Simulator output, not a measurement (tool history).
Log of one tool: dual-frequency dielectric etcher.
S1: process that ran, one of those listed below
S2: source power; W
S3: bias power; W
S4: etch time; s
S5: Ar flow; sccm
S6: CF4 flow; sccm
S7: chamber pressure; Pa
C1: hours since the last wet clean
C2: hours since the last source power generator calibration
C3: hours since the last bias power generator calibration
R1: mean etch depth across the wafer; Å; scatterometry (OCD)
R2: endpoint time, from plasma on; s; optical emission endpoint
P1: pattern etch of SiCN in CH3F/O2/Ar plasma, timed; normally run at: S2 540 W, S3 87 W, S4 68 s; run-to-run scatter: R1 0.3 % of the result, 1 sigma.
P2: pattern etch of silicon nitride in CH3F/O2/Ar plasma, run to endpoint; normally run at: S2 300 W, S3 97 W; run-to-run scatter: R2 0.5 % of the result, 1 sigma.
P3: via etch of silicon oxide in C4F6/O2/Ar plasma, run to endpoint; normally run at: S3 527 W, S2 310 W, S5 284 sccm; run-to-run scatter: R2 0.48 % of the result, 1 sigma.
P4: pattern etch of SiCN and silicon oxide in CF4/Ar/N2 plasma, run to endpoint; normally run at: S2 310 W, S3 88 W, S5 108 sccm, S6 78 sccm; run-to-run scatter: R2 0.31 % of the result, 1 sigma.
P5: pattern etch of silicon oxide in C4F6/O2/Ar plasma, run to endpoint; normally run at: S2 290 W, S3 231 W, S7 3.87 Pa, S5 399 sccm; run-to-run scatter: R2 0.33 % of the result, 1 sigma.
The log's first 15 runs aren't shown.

run 16 day=2.971 | S1=P5 S2=290 S3=231 S5=327 S7=3.87 | C1=147.1 C2=44.4 C3=885.4 | R2=16.116
run 17 day=3.171 | S1=P5 S2=290 S3=231 S5=399 S7=4.73 | C1=151.9 C2=49.2 C3=890.2 | R2=16.8
run 18 day=3.308 | S1=P2 S2=300 S3=97 | C1=155.2 C2=52.5 C3=893.5 | R2=71.085
run 19 day=3.442 | S1=P1 S2=540 S3=105 S4=68 | C1=158.4 C2=55.7 C3=896.7 | R1=340.61
run 20 day=3.646 | S1=P4 S2=310 S3=88 S5=108 S6=59 | C1=163.3 C2=60.6 C3=901.6 | R2=22.795
run 21 day=3.817 | S1=P4 S2=310 S3=88 S5=64 S6=78 | C1=167.4 C2=64.7 C3=905.7 | R2=20.577
run 22 day=3.933 | S1=P3 S2=310 S3=726 S5=284 | C1=170.2 C2=67.5 C3=908.5 | R2=18.301
run 23 day=4.1 | S1=P5 S2=290 S3=231 S5=399 S7=3.87 | C1=174.2 C2=71.5 C3=912.5 | R2=16.437
run 24 day=4.308 | S1=P1 S2=310 S3=87 S4=68 | C1=179.2 C2=76.5 C3=917.5 | R1=258.5
run 25 day=4.546 | S1=P3 S2=310 S3=527 S5=284 | C1=184.9 C2=82.2 C3=923.2 | R2=20.801
run 26 day=4.679 | S1=P1 S2=540 S3=87 S4=68 | C1=188.1 C2=85.4 C3=926.4 | R1=318.13
run 27 day=4.892 | S1=P1 S2=540 S3=52 S4=68 | C1=193.2 C2=90.5 C3=931.5 | R1=266.61
run 28 day=5.104 | S1=P3 S2=180 S3=527 S5=284 | C1=198.3 C2=95.6 C3=936.6 | R2=25.306
run 29 day=5.242 | S1=P1 S2=540 S3=102 S4=84 | C1=201.6 C2=98.9 C3=939.9 | R1=417.31
run 30 day=5.45 | S1=P1 S2=540 S3=87 S4=94 | C1=206.6 C2=103.9 C3=944.9 | R1=438.04
run 31 day=5.642 | S1=P1 S2=540 S3=87 S4=68 | C1=211.2 C2=108.5 C3=949.5 | R1=317.43
run 32 day=5.867 | S1=P1 S2=540 S3=87 S4=68 | C1=216.6 C2=113.9 C3=954.9 | R1=318.64
run 33 day=6.075 | S1=P1 S2=540 S3=87 S4=68 | C1=221.6 C2=118.9 C3=959.9 | R1=318.93
run 34 day=6.292 | S1=P1 S2=540 S3=87 S4=68 | C1=226.8 C2=124.1 C3=965.1 | R1=321.17
run 35 day=6.433 | S1=P1 S2=540 S3=87 S4=68 | C1=230.2 C2=127.5 C3=968.5 | R1=322.27
run 36 day=6.642 | S1=P1 S2=540 S3=87 S4=68 | C1=235.2 C2=132.5 C3=973.5 | R1=321.6
run 37 day=6.8 | S1=P1 S2=540 S3=87 S4=68 | C1=239 C2=136.3 C3=977.3 | R1=322.39
run 38 day=6.988 | S1=P1 S2=540 S3=87 S4=68 | C1=243.5 C2=140.8 C3=981.8 | R1=322.12
-- day=7.017 wet clean of the chamber
run 39 day=7.125 | S1=P1 S2=540 S3=87 S4=68 | C1=2.6 C2=144.1 C3=985.1 | R1=322.86
run 40 day=7.312 | S1=P1 S2=540 S3=87 S4=68 | C1=7.1 C2=148.6 C3=989.6 | R1=322.75

The next listed run, before its measurement:
run 41 day=7.462 | S1=P1 S2=540 S3=87 S4=68 | C1=10.7 C2=152.2 C3=993.2 | R1=?

Run 41 gave R1 322.61 Å.
